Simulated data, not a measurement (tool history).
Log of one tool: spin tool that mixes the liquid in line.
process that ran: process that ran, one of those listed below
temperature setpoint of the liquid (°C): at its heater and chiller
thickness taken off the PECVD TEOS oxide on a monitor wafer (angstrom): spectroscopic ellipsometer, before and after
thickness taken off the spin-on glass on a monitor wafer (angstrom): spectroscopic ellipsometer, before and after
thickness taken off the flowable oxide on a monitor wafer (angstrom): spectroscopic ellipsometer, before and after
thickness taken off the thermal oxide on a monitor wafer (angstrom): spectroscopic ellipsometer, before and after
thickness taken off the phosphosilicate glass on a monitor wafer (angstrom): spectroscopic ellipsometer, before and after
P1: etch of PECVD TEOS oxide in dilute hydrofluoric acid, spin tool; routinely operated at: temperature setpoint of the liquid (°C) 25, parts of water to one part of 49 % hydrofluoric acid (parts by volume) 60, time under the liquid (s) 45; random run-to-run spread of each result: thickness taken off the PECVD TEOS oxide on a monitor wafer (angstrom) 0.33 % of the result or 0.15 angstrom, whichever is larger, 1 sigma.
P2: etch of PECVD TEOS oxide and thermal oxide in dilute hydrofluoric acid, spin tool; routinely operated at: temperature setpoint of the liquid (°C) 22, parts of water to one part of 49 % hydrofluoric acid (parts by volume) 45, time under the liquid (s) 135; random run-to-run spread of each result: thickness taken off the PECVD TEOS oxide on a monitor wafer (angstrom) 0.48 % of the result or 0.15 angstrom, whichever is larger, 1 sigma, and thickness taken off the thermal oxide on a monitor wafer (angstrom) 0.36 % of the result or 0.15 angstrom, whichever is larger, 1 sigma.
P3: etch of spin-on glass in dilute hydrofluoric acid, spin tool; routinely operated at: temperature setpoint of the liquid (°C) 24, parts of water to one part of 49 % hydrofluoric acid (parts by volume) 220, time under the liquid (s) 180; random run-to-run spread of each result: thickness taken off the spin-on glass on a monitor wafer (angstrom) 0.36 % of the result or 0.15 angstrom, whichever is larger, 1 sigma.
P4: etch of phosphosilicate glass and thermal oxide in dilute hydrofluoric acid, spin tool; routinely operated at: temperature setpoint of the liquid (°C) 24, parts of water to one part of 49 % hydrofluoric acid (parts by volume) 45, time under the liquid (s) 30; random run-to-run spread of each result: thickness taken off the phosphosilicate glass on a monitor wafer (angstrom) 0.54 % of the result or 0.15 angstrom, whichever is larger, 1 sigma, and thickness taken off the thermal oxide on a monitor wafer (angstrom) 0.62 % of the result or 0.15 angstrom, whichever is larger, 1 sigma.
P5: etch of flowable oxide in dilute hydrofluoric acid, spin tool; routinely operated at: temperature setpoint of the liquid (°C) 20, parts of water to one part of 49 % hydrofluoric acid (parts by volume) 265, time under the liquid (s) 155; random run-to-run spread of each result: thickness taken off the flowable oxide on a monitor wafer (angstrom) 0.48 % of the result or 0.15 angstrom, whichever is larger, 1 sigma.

run	hour	process that ran	temperature setpoint of the liquid (°C)	parts of water to one part of 49 % hydrofluoric acid (parts by volume)	time under the liquid (s)	hours since the thermometer was replaced	hours since the hydrofluoric acid flow meter was replaced	thickness taken off the PECVD TEOS oxide on a monitor wafer (angstrom)	thickness taken off the spin-on glass on a monitor wafer (angstrom)	thickness taken off the flowable oxide on a monitor wafer (angstrom)	thickness taken off the thermal oxide on a monitor wafer (angstrom)	thickness taken off the phosphosilicate glass on a monitor wafer (angstrom)
1	4.4	P1	25	60	45	1271	1594.5	187.72				
2	11.3	P3	24	220	180	1277.9	1601.4		200.28			
3	18.4	P5	20	265	155	1285	1608.5			94.605		
4	23.2	P1	25	60	15	1289.8	1613.3	62.65				
5	28.7	P5	20	410	155	1295.3	1618.8			53.874		
6	34.4	P1	31.5	20	45	1301	1624.5	777.15				
7	40.5	P1	25	60	45	1307.1	1630.6	187.83				
8	48.4	P3	24	220	25	1315	1638.5		27.92			
9	55.3	P1	25	60	45	1321.9	1645.4	189.11				
10	63.5	P1	25	60	45	1330.1	1653.6	188.42				
11	68.1	P2	22	45	135	1334.7	1658.2	289.81			134.7	
12	73	P2	22	75	135	1339.6	1663.1	169.36			77.852	
13	79.5	P4	24	45	30	1346.1	1669.6				35.431	633.25
14	85.1	P1	33	60	80	1351.7	1675.2	459.69				
15	90.6	P1	25	60	70	1357.2	1680.7	293.7				
16	96.7	P3	24	55	180	1363.3	1686.8		972.81			
17	102.2	P4	24	45	15	1368.8	1692.3				17.793	320.16
18	106.7	P1	25	60	45	1373.3	1696.8	187.33				
19	112.3	P1	25	100	45	1378.9	1702.4	107.63				
20	118.7	P1	29.5	60	45	1385.3	1708.8	225.57				
21	122.5	P5	27	265	155	1389.1	1712.6			120.59		
22	129.9	P1	20.5	60	45	1396.5	1720	155.9				
23	134.9	P5	20	265	230	1401.5	1725			141.24		
24	141.2	P4	28	45	30	1407.8	1731.3				41.201	746.96
25	147.3	P1	25	35	45	1413.9	1737.4	334.31				
26	151.6	P1	25	60	45	1418.2	1741.7	187.43				
27	156.3	P2	22	45	135	1422.9	1746.4	291.06			134.15	
28	165	P2	26.5	45	135	1431.6	1755.1	352.64			161.05	

The next listed run, before its measurement:
29	169.8	P4	24	70	30	1436.4	1759.9				?	?

Run 29 came out at thickness taken off the thermal oxide on a monitor wafer (angstrom) 21.547, thickness taken off the phosphosilicate glass on a monitor wafer (angstrom) 394.69.

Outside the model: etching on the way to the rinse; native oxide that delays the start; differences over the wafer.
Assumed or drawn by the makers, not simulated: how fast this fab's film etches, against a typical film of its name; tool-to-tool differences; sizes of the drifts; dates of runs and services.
